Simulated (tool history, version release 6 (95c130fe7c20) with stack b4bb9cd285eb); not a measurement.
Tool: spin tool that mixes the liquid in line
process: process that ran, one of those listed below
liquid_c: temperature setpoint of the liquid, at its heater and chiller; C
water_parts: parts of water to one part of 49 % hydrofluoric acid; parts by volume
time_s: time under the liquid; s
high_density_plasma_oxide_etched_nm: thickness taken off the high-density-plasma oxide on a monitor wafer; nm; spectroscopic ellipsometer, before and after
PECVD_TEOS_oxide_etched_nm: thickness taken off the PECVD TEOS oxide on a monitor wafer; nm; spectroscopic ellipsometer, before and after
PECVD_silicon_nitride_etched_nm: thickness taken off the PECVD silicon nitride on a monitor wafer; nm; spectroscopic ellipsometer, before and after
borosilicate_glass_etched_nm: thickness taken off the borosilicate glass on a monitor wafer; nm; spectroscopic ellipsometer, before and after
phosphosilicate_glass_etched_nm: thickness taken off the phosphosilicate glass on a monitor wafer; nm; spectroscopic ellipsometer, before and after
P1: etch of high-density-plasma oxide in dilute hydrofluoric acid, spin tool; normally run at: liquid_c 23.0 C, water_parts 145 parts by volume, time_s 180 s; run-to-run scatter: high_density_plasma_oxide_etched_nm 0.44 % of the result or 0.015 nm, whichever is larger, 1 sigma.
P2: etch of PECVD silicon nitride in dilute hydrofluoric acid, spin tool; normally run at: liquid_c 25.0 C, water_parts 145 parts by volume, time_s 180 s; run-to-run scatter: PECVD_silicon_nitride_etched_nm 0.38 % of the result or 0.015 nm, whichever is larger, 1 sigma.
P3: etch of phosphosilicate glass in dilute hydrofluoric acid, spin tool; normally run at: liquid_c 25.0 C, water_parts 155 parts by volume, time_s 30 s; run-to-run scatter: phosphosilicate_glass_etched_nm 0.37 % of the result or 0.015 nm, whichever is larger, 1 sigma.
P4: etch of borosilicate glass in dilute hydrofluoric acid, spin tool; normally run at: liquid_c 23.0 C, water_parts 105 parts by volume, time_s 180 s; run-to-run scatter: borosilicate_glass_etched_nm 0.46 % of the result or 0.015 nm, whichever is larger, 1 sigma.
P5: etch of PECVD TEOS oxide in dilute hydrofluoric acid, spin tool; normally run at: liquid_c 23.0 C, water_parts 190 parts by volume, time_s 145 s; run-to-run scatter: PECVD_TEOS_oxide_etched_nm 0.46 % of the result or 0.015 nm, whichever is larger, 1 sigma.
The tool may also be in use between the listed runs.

run,hour,process,liquid_c,water_parts,time_s,hours since the thermometer was replaced,hours since the hydrofluoric acid flow meter was replaced,high_density_plasma_oxide_etched_nm,PECVD_TEOS_oxide_etched_nm,PECVD_silicon_nitride_etched_nm,borosilicate_glass_etched_nm,phosphosilicate_glass_etched_nm
1,8.5,P1,23.0,145,180,1325.0,631.9,5.62840,,,,
2,16.6,P5,28.0,190,145,1333.1,640.0,,7.4521,,,
3,27.1,P2,25.0,145,315,1343.6,650.5,,,9.0070,,
4,37.8,P1,23.0,145,15,1354.3,661.2,0.47244,,,,
5,52.9,P1,19.0,145,45,1369.4,676.3,1.23600,,,,
6,61.3,P4,23.0,105,180,1377.8,684.7,,,,34.769,
7,71.7,P1,23.0,145,180,1388.2,695.1,5.66450,,,,
8,79.6,P1,17.0,145,180,1396.1,703.0,4.51270,,,,
9,89.4,P2,25.0,145,180,1405.9,712.8,,,5.1643,,
10,102.9,P2,25.0,65,180,1419.4,726.3,,,11.3870,,
11,116.9,P1,23.0,145,180,1433.4,740.3,5.68470,,,,
12,126.5,P1,23.0,145,180,1443.0,749.9,5.70410,,,,
13,134.1,P4,23.0,170,180,1450.6,757.5,,,,19.910,
14,142.3,P1,23.0,230,180,1458.8,765.7,3.26820,,,,
15,153.9,P5,23.0,90,145,1470.4,777.3,,14.8840,,,
16,162.5,P3,25.0,245,30,1479.0,785.9,,,,,9.9774
17,177.7,P1,27.5,145,60,1494.2,801.1,2.24870,,,,
18,188.2,P5,23.0,190,145,1504.7,811.6,,6.2326,,,
19,197.6,P4,17.0,105,180,1514.1,821.0,,,,27.280,
20,205.6,P2,25.0,145,180,1522.1,829.0,,,5.1288,,
21,219.8,P5,23.0,190,260,1536.3,843.2,,11.1150,,,
22,229.1,P3,25.0,155,30,1545.6,852.5,,,,,17.4180
23,238.0,P4,23.0,105,180,1554.5,861.4,,,,35.036,
24,248.1,P3,18.5,155,30,1564.6,871.5,,,,,13.5870
25,261.3,P3,25.0,155,30,1577.8,884.7,,,,,17.4060
26,276.4,P5,23.0,190,145,1592.9,899.8,,6.3125,,,
27,286.1,P2,17.0,145,180,1602.6,909.5,,,3.0135,,
28,298.3,P1,26.5,145,350,1614.8,921.7,12.62600,,,,
29,311.5,P4,23.0,105,295,1628.0,934.9,,,,57.447,
30,319.0,P1,23.0,145,180,1635.5,942.4,5.65390,,,,
31,328.7,P1,29.5,145,180,1645.2,952.1,7.24630,,,,
32,344.0,P1,23.0,145,180,1660.5,967.4,5.70880,,,,
33,357.4,P1,23.0,145,180,1673.9,980.8,5.67930,,,,
34,366.1,P1,23.0,45,180,1682.6,989.5,20.69800,,,,
35,377.9,P1,23.0,145,320,1694.4,1001.3,10.16500,,,,
36,391.7,P3,25.0,155,55,1708.2,1015.1,,,,,32.0620
37,405.6,P1,23.0,145,180,1722.1,1029.0,5.69060,,,,
38,416.5,P1,23.0,145,180,1733.0,1039.9,5.81220,,,,

Forecast run 39:
39,425.6,P1,23.0,145,180,1742.1,1049.0,?,,,,

{"run 39": {"high_density_plasma_oxide_etched_nm": 5.942}}
